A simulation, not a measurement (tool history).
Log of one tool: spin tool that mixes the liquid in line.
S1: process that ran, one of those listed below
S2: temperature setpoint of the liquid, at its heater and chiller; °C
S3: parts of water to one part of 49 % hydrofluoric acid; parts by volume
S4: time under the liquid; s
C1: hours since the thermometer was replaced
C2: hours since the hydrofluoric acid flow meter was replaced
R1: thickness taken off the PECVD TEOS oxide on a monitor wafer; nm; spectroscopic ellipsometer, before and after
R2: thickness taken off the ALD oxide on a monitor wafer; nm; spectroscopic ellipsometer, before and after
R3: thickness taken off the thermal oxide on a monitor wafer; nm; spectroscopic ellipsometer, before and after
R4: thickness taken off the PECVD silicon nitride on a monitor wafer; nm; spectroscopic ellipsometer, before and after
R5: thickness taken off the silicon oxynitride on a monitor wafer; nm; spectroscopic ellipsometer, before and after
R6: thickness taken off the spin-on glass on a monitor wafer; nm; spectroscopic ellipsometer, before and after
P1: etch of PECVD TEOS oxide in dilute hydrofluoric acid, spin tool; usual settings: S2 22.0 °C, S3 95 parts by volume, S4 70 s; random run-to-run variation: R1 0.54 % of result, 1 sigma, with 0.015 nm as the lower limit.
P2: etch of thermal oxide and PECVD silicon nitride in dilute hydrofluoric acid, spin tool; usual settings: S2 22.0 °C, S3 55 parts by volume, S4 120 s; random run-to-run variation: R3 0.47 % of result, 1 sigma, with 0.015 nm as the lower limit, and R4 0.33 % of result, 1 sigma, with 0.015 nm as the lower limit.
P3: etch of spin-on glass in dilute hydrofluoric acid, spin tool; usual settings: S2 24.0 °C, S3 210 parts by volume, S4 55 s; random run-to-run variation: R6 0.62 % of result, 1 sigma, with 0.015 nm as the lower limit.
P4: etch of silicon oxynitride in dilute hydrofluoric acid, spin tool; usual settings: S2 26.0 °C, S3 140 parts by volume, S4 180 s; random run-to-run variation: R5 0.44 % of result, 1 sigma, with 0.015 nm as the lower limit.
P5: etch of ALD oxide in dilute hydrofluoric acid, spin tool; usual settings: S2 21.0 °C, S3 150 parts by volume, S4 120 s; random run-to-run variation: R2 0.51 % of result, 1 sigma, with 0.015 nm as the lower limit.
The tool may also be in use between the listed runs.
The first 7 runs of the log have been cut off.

run,hour,S1,S2,S3,S4,C1,C2,R1,R2,R3,R4,R5,R6
8,38.0,P3,17.0,210,55,230.1,601.5,,,,,,3.7981
9,43.0,P1,22.0,95,70,235.1,606.5,12.0960,,,,,
10,49.6,P4,26.0,230,180,241.7,613.1,,,,,3.4490,
11,54.2,P1,22.0,95,70,246.3,617.7,12.0430,,,,,
12,57.9,P1,22.0,135,70,250.0,621.4,8.1769,,,,,
13,63.0,P1,22.0,95,70,255.1,626.5,12.0720,,,,,
14,67.7,P1,28.5,95,70,259.8,631.2,15.6380,,,,,
15,73.7,P4,26.0,140,180,265.8,637.2,,,,,6.0778,
16,79.9,P1,17.0,95,70,272.0,643.4,9.7372,,,,,
17,85.9,P3,24.0,210,85,278.0,649.4,,,,,,7.6961
18,93.5,P4,26.0,140,335,285.6,657.0,,,,,11.2970,
19,96.9,P3,24.0,210,55,289.0,660.4,,,,,,4.9436
20,100.3,P2,22.0,55,65,292.4,663.8,,,5.3082,5.3178,,
21,107.1,P2,22.0,80,120,299.2,670.6,,,6.5598,6.7852,,
22,114.4,P3,24.0,210,55,306.5,677.9,,,,,,4.9945
23,118.9,P1,22.0,95,120,311.0,682.4,20.6200,,,,,
24,124.8,P3,24.0,125,55,316.9,688.3,,,,,,9.2197
25,132.5,P1,22.0,95,70,324.6,696.0,11.9520,,,,,
26,140.0,P1,22.0,95,40,332.1,703.5,6.8829,,,,,
27,143.8,P4,26.0,140,180,335.9,707.3,,,,,6.0610,
28,148.6,P1,22.0,30,100,340.7,712.1,59.1300,,,,,
29,152.8,P5,21.0,240,120,344.9,716.3,,12.596,,,,

Run 30 comes next. What will it give?
# hour 153.4: hydrofluoric acid flow meter replaced
30,160.3,P1,22.0,25,70,352.4,6.9,?,,,,,

R1: 50.0730 nm
